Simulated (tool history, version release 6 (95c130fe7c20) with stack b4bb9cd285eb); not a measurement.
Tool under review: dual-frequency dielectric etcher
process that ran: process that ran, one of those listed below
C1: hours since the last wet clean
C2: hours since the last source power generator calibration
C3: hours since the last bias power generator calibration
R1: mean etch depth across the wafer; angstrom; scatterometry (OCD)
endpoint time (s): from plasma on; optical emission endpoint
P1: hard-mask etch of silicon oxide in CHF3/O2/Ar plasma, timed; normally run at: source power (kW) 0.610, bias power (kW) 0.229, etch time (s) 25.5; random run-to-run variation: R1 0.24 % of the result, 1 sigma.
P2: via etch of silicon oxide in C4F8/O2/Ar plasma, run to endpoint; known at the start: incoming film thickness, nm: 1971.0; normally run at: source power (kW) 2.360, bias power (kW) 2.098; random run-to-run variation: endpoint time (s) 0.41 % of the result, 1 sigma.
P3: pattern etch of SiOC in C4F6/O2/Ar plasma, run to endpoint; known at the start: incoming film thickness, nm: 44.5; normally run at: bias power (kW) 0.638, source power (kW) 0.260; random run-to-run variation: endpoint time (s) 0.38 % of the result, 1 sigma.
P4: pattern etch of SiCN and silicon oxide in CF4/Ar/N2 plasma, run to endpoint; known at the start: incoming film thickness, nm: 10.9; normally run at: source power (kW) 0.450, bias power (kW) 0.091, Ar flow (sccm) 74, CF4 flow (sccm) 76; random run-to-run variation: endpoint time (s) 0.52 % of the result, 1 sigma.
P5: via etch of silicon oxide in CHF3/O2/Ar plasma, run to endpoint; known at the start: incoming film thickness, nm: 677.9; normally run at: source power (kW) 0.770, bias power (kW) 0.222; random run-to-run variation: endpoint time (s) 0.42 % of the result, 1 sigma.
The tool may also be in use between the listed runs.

run 1 hour=13.4 | process_that_ran=P1 source_power_(kW)=0.610 bias_power_(kW)=0.229 etch_time_(s)=25.5 | C1=504.7 C2=1043.8 C3=1336.9 | R1=555.48
run 2 hour=25.9 | process_that_ran=P2 source_power_(kW)=2.360 bias_power_(kW)=2.098 | C1=517.2 C2=1056.3 C3=1349.4 | endpoint_time_(s)=355.8300
run 3 hour=39.5 | process_that_ran=P4 source_power_(kW)=0.450 bias_power_(kW)=0.091 Ar_flow_(sccm)=74 CF4_flow_(sccm)=76 | C1=530.8 C2=1069.9 C3=1363.0 | endpoint_time_(s)=11.3590
run 4 hour=47.3 | process_that_ran=P1 source_power_(kW)=0.610 bias_power_(kW)=0.229 etch_time_(s)=25.5 | C1=538.6 C2=1077.7 C3=1370.8 | R1=556.89
run 5 hour=62.4 | process_that_ran=P1 source_power_(kW)=0.610 bias_power_(kW)=0.229 etch_time_(s)=14.5 | C1=553.7 C2=1092.8 C3=1385.9 | R1=316.22
run 6 hour=73.4 | process_that_ran=P3 source_power_(kW)=0.260 bias_power_(kW)=0.638 | C1=564.7 C2=1103.8 C3=1396.9 | endpoint_time_(s)=16.1530
run 7 hour=87.9 | process_that_ran=P1 source_power_(kW)=0.610 bias_power_(kW)=0.229 etch_time_(s)=25.5 | C1=579.2 C2=1118.3 C3=1411.4 | R1=555.15
run 8 hour=94.9 | process_that_ran=P1 source_power_(kW)=0.610 bias_power_(kW)=0.229 etch_time_(s)=33.5 | C1=586.2 C2=1125.3 C3=1418.4 | R1=728.67
run 9 hour=104.6 | process_that_ran=P3 source_power_(kW)=0.260 bias_power_(kW)=0.833 | C1=595.9 C2=1135.0 C3=1428.1 | endpoint_time_(s)=14.6350
run 10 hour=120.0 | process_that_ran=P1 source_power_(kW)=0.750 bias_power_(kW)=0.229 etch_time_(s)=19.0 | C1=611.3 C2=1150.4 C3=1443.5 | R1=449.35
run 11 hour=127.8 | process_that_ran=P5 source_power_(kW)=0.770 bias_power_(kW)=0.222 | C1=619.1 C2=1158.2 C3=1451.3 | endpoint_time_(s)=291.2600
run 12 hour=139.3 | process_that_ran=P1 source_power_(kW)=0.460 bias_power_(kW)=0.229 etch_time_(s)=25.5 | C1=630.6 C2=1169.7 C3=1462.8 | R1=501.05
run 13 hour=146.4 | process_that_ran=P4 source_power_(kW)=0.450 bias_power_(kW)=0.091 Ar_flow_(sccm)=103 CF4_flow_(sccm)=76 | C1=637.7 C2=1176.8 C3=1469.9 | endpoint_time_(s)=11.9050
run 14 hour=154.8 | process_that_ran=P2 source_power_(kW)=2.360 bias_power_(kW)=2.098 | C1=646.1 C2=1185.2 C3=1478.3 | endpoint_time_(s)=356.9200
run 15 hour=165.5 | process_that_ran=P5 source_power_(kW)=0.470 bias_power_(kW)=0.222 | C1=656.8 C2=1195.9 C3=1489.0 | endpoint_time_(s)=349.4200
run 16 hour=178.0 | process_that_ran=P4 source_power_(kW)=0.560 bias_power_(kW)=0.091 Ar_flow_(sccm)=74 CF4_flow_(sccm)=76 | C1=669.3 C2=1208.4 C3=1501.5 | endpoint_time_(s)=9.4234
run 17 hour=188.2 | process_that_ran=P1 source_power_(kW)=0.610 bias_power_(kW)=0.229 etch_time_(s)=25.5 | C1=679.5 C2=1218.6 C3=1511.7 | R1=556.52
run 18 hour=199.4 | process_that_ran=P4 source_power_(kW)=0.450 bias_power_(kW)=0.091 Ar_flow_(sccm)=74 CF4_flow_(sccm)=76 | C1=690.7 C2=1229.8 C3=1522.9 | endpoint_time_(s)=11.4770
run 19 hour=211.7 | process_that_ran=P1 source_power_(kW)=0.770 bias_power_(kW)=0.229 etch_time_(s)=25.5 | C1=703.0 C2=1242.1 C3=1535.2 | R1=608.09
run 20 hour=225.1 | process_that_ran=P1 source_power_(kW)=0.610 bias_power_(kW)=0.183 etch_time_(s)=25.5 | C1=716.4 C2=1255.5 C3=1548.6 | R1=514.81
run 21 hour=238.9 | process_that_ran=P2 source_power_(kW)=2.360 bias_power_(kW)=1.519 | C1=730.2 C2=1269.3 C3=1562.4 | endpoint_time_(s)=385.8900
run 22 hour=251.4 | process_that_ran=P5 source_power_(kW)=0.770 bias_power_(kW)=0.134 | C1=742.7 C2=1281.8 C3=1574.9 | endpoint_time_(s)=343.4700
run 23 hour=264.2 | process_that_ran=P4 source_power_(kW)=0.450 bias_power_(kW)=0.066 Ar_flow_(sccm)=74 CF4_flow_(sccm)=76 | C1=755.5 C2=1294.6 C3=1587.7 | endpoint_time_(s)=12.5930
run 24 hour=271.4 | process_that_ran=P4 source_power_(kW)=0.450 bias_power_(kW)=0.091 Ar_flow_(sccm)=74 CF4_flow_(sccm)=94 | C1=762.7 C2=1301.8 C3=1594.9 | endpoint_time_(s)=11.0350
run 25 hour=278.8 | process_that_ran=P1 source_power_(kW)=0.740 bias_power_(kW)=0.229 etch_time_(s)=18.5 | C1=770.1 C2=1309.2 C3=1602.3 | R1=432.39
run 26 hour=291.5 | process_that_ran=P1 source_power_(kW)=0.610 bias_power_(kW)=0.276 etch_time_(s)=25.5 | C1=782.8 C2=1321.9 C3=1615.0 | R1=593.48
run 27 hour=304.4 | process_that_ran=P3 source_power_(kW)=0.170 bias_power_(kW)=0.638 | C1=795.7 C2=1334.8 C3=1627.9 | endpoint_time_(s)=18.8280
run 28 hour=315.1 | process_that_ran=P2 source_power_(kW)=1.450 bias_power_(kW)=2.098 | C1=806.4 C2=1345.5 C3=1638.6 | endpoint_time_(s)=432.3500
run 29 hour=328.2 | process_that_ran=P1 source_power_(kW)=0.610 bias_power_(kW)=0.229 etch_time_(s)=25.5 | C1=819.5 C2=1358.6 C3=1651.7 | R1=556.23
run 30 hour=337.5 | process_that_ran=P1 source_power_(kW)=0.610 bias_power_(kW)=0.229 etch_time_(s)=25.5 | C1=828.8 C2=1367.9 C3=1661.0 | R1=552.24
run 31 hour=352.0 | process_that_ran=P1 source_power_(kW)=0.610 bias_power_(kW)=0.229 etch_time_(s)=25.5 | C1=843.3 C2=1382.4 C3=1675.5 | R1=551.26
run 32 hour=364.4 | process_that_ran=P1 source_power_(kW)=0.610 bias_power_(kW)=0.229 etch_time_(s)=25.5 | C1=855.7 C2=1394.8 C3=1687.9 | R1=548.44
run 33 hour=377.8 | process_that_ran=P1 source_power_(kW)=0.610 bias_power_(kW)=0.229 etch_time_(s)=25.5 | C1=869.1 C2=1408.2 C3=1701.3 | R1=549.52
run 34 hour=391.9 | process_that_ran=P1 source_power_(kW)=0.610 bias_power_(kW)=0.229 etch_time_(s)=25.5 | C1=883.2 C2=1422.3 C3=1715.4 | R1=546.57
run 35 hour=406.0 | process_that_ran=P1 source_power_(kW)=0.610 bias_power_(kW)=0.229 etch_time_(s)=25.5 | C1=897.3 C2=1436.4 C3=1729.5 | R1=546.75
-- hour=406.9 wet clean of the chamber
run 36 hour=417.8 | process_that_ran=P1 source_power_(kW)=0.610 bias_power_(kW)=0.229 etch_time_(s)=25.5 | C1=11.0 C2=1448.2 C3=1741.3 | R1=545.74
run 37 hour=424.7 | process_that_ran=P1 source_power_(kW)=0.610 bias_power_(kW)=0.229 etch_time_(s)=25.5 | C1=17.9 C2=1455.1 C3=1748.2 | R1=549.13
run 38 hour=436.7 | process_that_ran=P1 source_power_(kW)=0.610 bias_power_(kW)=0.229 etch_time_(s)=25.5 | C1=29.9 C2=1467.1 C3=1760.2 | R1=545.62

The output of P1 has drifted from where it used to be. Each of the 2 causes below, taken at the size shown beside it, accounts for the log equally well:
A: source power that arrives under what is set, % = 4.37
B: bias power that arrives under what is set, % = 4.7
The process output started creeping at around hour 328.2.
What rules out each remaining cause:
chamber walls in a state that lowers the etch rate, %: serviced at hour 406.9, after the change had begun; the process did not return to its earlier output

4 check runs are offered, each on 3 wafers whose results are averaged, their results left as question marks. Which one tells the causes apart?
run check 1 hour=448.7 | process_that_ran=P4 source_power_(kW)=0.450 bias_power_(kW)=0.091 Ar_flow_(sccm)=90 CF4_flow_(sccm)=76 | endpoint_time_(s)=?
run check 2 hour=448.7 | process_that_ran=P3 source_power_(kW)=0.220 bias_power_(kW)=0.638 | endpoint_time_(s)=?
run check 3 hour=448.7 | process_that_ran=P2 source_power_(kW)=1.520 bias_power_(kW)=1.588 | endpoint_time_(s)=?
run check 4 hour=448.7 | process_that_ran=P5 source_power_(kW)=0.770 bias_power_(kW)=0.140 | endpoint_time_(s)=?

Check results expected under each cause:
check=check_1 result=endpoint_time_(s) if_A=12.1390 if_B=11.8650
check=check_2 result=endpoint_time_(s) if_A=17.5150 if_B=17.5650
check=check_3 result=endpoint_time_(s) if_A=466.5700 if_B=464.3800
check=check_4 result=endpoint_time_(s) if_A=344.4800 if_B=343.6200
Gap, in per cent, between the two causes that each check separates least, read from the result that separates them most: check 1 2.28 %; check 2 0.28 %; check 3 0.47 %; check 4 0.25 %
Check 1 is the one run that separates the causes; every other check would come out nearly the same whichever cause is at work.

After running check 1, the following was obtained: endpoint time (s) 11.8640. Which cause does this point to?

It was cause B: bias power that arrives under what is set, %.

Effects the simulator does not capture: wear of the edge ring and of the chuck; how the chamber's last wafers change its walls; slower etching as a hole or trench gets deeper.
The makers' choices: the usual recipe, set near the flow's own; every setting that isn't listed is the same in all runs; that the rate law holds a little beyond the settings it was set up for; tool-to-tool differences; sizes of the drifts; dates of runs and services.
